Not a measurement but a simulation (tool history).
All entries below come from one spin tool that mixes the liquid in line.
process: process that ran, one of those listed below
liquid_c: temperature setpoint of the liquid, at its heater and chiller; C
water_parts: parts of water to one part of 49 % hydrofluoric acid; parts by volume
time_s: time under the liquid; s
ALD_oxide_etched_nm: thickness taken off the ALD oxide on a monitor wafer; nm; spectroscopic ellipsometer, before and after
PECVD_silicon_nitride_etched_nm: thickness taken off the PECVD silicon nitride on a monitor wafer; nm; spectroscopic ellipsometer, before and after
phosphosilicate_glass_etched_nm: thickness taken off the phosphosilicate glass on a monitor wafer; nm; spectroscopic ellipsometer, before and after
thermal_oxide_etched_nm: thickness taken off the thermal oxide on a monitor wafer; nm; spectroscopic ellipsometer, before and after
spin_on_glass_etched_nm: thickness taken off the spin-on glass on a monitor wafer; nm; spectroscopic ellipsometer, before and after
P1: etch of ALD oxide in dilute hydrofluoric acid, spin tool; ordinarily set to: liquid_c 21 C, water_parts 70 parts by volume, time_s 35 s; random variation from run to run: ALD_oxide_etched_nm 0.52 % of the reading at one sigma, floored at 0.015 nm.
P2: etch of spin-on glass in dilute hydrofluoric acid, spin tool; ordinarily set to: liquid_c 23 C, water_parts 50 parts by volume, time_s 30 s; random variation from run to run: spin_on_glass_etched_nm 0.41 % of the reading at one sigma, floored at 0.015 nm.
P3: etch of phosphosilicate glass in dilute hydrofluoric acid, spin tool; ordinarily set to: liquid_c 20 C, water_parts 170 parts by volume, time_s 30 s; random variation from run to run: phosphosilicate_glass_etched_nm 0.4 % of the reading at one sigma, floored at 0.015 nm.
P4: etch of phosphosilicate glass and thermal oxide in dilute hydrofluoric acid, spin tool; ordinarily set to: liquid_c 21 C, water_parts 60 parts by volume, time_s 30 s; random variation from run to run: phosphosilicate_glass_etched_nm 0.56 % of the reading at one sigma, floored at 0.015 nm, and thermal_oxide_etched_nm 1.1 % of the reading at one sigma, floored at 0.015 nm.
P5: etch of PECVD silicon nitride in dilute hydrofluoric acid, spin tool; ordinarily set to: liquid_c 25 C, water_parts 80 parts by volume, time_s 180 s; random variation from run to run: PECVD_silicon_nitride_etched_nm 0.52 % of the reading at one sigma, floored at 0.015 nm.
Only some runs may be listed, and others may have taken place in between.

run,hour,process,liquid_c,water_parts,time_s,hours since the thermometer was replaced,hours since the hydrofluoric acid flow meter was replaced,ALD_oxide_etched_nm,PECVD_silicon_nitride_etched_nm,phosphosilicate_glass_etched_nm,thermal_oxide_etched_nm,spin_on_glass_etched_nm
1,3.3,P1,21,70,35,1107.7,86.5,7.2255,,,,
2,6.9,P5,25,80,15,1111.3,90.1,,0.78803,,,
3,11.4,P4,28,60,30,1115.8,94.6,,,68.66,2.8048,
4,15.3,P1,28,70,35,1119.7,98.5,9.5597,,,,
5,17.8,P1,21,70,15,1122.2,101,3.1363,,,,
6,21.2,P5,25,20,180,1125.6,104.4,,35.132,,,
7,23.4,P3,17,170,30,1127.8,106.6,,,7.8559,,
8,26.2,P1,21,70,35,1130.6,109.4,7.2148,,,,
9,28.3,P2,23,50,30,1132.7,111.5,,,,,27.514
10,32.2,P1,21,70,35,1136.6,115.4,7.1822,,,,
11,36.6,P1,21,70,65,1141,119.8,13.391,,,,
12,40.2,P1,26.5,70,55,1144.6,123.4,14.396,,,,
13,42.4,P1,21,70,35,1146.8,125.6,7.3123,,,,
14,44.9,P2,23,50,60,1149.3,128.1,,,,,54.789
15,49.5,P3,20,50,30,1153.9,132.7,,,34.288,,
16,52.2,P5,25,80,180,1156.6,135.4,,9.1227,,,
17,57,P3,20,170,30,1161.4,140.2,,,8.8582,,
18,60.7,P2,17,50,30,1165.1,143.9,,,,,21.328
19,63.4,P1,21,70,35,1167.8,146.6,7.2172,,,,
20,67.6,P2,23,25,30,1172,150.8,,,,,56.294
21,71.4,P1,21,95,20,1175.8,154.6,2.9805,,,,
22,75.2,P1,21,115,35,1179.6,158.4,4.14,,,,
# hour 77.4: thermometer replaced
23,77.5,P4,21,60,50,0.2,160.7,,,85.891,3.54,
24,81.6,P3,20,170,15,4.3,164.8,,,4.4195,,
25,83.8,P4,21,100,30,6.5,167,,,29.212,1.163,
26,87.8,P5,25,80,180,10.5,171,,9.1939,,,
27,92.3,P1,21,35,35,15,175.5,15.161,,,,
28,95,P5,30.5,80,180,17.7,178.2,,13.013,,,
29,99.7,P1,17,70,35,22.4,182.9,6.1343,,,,
30,104,P4,21,60,30,26.7,187.2,,,51.95,2.1049,
31,106.7,P1,28,70,15,29.4,189.9,4.1432,,,,
32,110.6,P1,21,70,35,33.3,193.8,7.2417,,,,
33,115.1,P1,21,70,35,37.8,198.3,7.0482,,,,
34,118.3,P1,21,70,35,41,201.5,6.9656,,,,
35,120.5,P1,21,70,35,43.2,203.7,6.8449,,,,
36,124.1,P1,21,70,35,46.8,207.3,6.8017,,,,

What will run 37 give?
37,128.6,P1,21,70,35,51.3,211.8,?,,,,

{"run 37": {"ALD_oxide_etched_nm": 6.8434}}
